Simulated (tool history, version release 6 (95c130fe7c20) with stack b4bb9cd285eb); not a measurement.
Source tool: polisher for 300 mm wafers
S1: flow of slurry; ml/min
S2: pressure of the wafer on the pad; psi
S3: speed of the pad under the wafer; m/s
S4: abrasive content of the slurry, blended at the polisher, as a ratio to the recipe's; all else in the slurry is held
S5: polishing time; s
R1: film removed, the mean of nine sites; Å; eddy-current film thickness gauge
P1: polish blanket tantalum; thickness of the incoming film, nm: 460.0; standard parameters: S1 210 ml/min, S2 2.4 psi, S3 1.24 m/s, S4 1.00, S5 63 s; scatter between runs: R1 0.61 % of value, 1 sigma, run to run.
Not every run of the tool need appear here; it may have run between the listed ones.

Run 1, day 0.571: S1 210 ml/min, S2 2.4 psi, S3 1.24 m/s, S4 1.00, S5 63 s. Result: R1 1629.20 Å.
Run 2, day 1.254: S1 210 ml/min, S2 2.4 psi, S3 1.24 m/s, S4 0.60, S5 63 s. Result: R1 1377.70 Å.
Run 3, day 1.942: S1 210 ml/min, S2 2.4 psi, S3 1.96 m/s, S4 1.00, S5 63 s. Result: R1 2554.10 Å.
Run 4, day 2.325: S1 210 ml/min, S2 2.4 psi, S3 1.80 m/s, S4 1.00, S5 82 s. Result: R1 3092.40 Å.
Run 5, day 2.992: S1 210 ml/min, S2 2.4 psi, S3 1.24 m/s, S4 1.00, S5 63 s. Result: R1 1648.80 Å.
Run 6, day 3.329: S1 210 ml/min, S2 2.4 psi, S3 1.24 m/s, S4 1.00, S5 63 s. Result: R1 1640.20 Å.
Run 7, day 3.925: S1 125 ml/min, S2 2.4 psi, S3 1.24 m/s, S4 1.30, S5 63 s. Result: R1 1623.90 Å.
Run 8, day 4.354: S1 210 ml/min, S2 2.4 psi, S3 1.24 m/s, S4 1.45, S5 63 s. Result: R1 1793.50 Å.
Run 9, day 4.892: S1 210 ml/min, S2 2.4 psi, S3 1.24 m/s, S4 1.00, S5 63 s. Result: R1 1625.10 Å.
Run 10, day 5.479: S1 210 ml/min, S2 2.4 psi, S3 1.24 m/s, S4 1.00, S5 99 s. Result: R1 2585.40 Å.
Run 11, day 5.829: S1 210 ml/min, S2 2.4 psi, S3 0.72 m/s, S4 1.00, S5 63 s. Result: R1 942.68 Å.
Run 12, day 6.200: S1 210 ml/min, S2 1.4 psi, S3 1.84 m/s, S4 1.00, S5 63 s. Result: R1 1411.80 Å.
Run 13, day 6.571: S1 210 ml/min, S2 2.4 psi, S3 1.24 m/s, S4 1.00, S5 63 s. Result: R1 1649.70 Å.
Run 14, day 7.258: S1 210 ml/min, S2 3.5 psi, S3 1.24 m/s, S4 1.00, S5 63 s. Result: R1 2383.50 Å.
Run 15, day 7.646: S1 330 ml/min, S2 2.4 psi, S3 1.24 m/s, S4 1.00, S5 63 s. Result: R1 1731.70 Å.
Run 16, day 8.258: S1 210 ml/min, S2 2.4 psi, S3 1.24 m/s, S4 1.00, S5 63 s. Result: R1 1621.90 Å.

Run 17, settings as shown, results not yet in. Your forecast:
Run 17, day 8.592: S1 125 ml/min, S2 2.4 psi, S3 1.24 m/s, S4 1.00, S5 63 s. Result: R1 ?.

Run 17 yielded R1 1505.50 Å.
